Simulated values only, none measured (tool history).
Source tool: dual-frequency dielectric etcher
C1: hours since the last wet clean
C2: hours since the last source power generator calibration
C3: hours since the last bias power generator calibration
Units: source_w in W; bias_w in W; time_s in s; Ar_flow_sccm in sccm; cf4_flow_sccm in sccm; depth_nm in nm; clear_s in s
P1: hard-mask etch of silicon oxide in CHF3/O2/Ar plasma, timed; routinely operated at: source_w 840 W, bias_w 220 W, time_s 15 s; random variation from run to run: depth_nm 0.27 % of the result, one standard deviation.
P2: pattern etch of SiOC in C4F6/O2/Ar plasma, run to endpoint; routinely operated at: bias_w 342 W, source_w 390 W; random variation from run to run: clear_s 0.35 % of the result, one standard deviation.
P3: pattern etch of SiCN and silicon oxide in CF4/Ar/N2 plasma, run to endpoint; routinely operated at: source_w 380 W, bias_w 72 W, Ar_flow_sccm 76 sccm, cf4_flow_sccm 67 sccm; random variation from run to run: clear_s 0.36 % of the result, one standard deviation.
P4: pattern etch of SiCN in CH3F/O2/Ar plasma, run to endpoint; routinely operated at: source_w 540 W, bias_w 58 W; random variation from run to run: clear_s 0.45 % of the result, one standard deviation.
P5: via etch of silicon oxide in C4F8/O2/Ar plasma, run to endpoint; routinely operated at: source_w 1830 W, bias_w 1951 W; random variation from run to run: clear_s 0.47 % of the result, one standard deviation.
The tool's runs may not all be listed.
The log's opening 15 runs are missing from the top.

run 16 hour=195.3 | process=P5 source_w=1090 bias_w=1951 | C1=15.1 C2=495.4 C3=1464.2 | clear_s=476.770
run 17 hour=211.2 | process=P5 source_w=1830 bias_w=2598 | C1=31.0 C2=511.3 C3=1480.1 | clear_s=356.130
run 18 hour=223.3 | process=P4 source_w=770 bias_w=58 | C1=43.1 C2=523.4 C3=1492.2 | clear_s=19.842
run 19 hour=235.2 | process=P1 source_w=840 bias_w=162 time_s=15 | C1=55.0 C2=535.3 C3=1504.1 | depth_nm=32.428
run 20 hour=250.2 | process=P3 source_w=380 bias_w=72 Ar_flow_sccm=76 cf4_flow_sccm=43 | C1=70.0 C2=550.3 C3=1519.1 | clear_s=16.369
run 21 hour=258.8 | process=P2 source_w=540 bias_w=342 | C1=78.6 C2=558.9 C3=1527.7 | clear_s=17.393
run 22 hour=274.9 | process=P1 source_w=840 bias_w=220 time_s=8 | C1=94.7 C2=575.0 C3=1543.8 | depth_nm=19.072
run 23 hour=289.4 | process=P1 source_w=840 bias_w=220 time_s=15 | C1=109.2 C2=589.5 C3=1558.3 | depth_nm=35.664
run 24 hour=298.5 | process=P1 source_w=840 bias_w=220 time_s=20 | C1=118.3 C2=598.6 C3=1567.4 | depth_nm=47.641
run 25 hour=308.9 | process=P1 source_w=1150 bias_w=220 time_s=15 | C1=128.7 C2=609.0 C3=1577.8 | depth_nm=40.289

Expected results for the next run?
run 26 hour=319.8 | process=P1 source_w=620 bias_w=163 time_s=15 | C1=139.6 C2=619.9 C3=1588.7 | depth_nm=?

{"run 26": {"depth_nm": 28.683}}
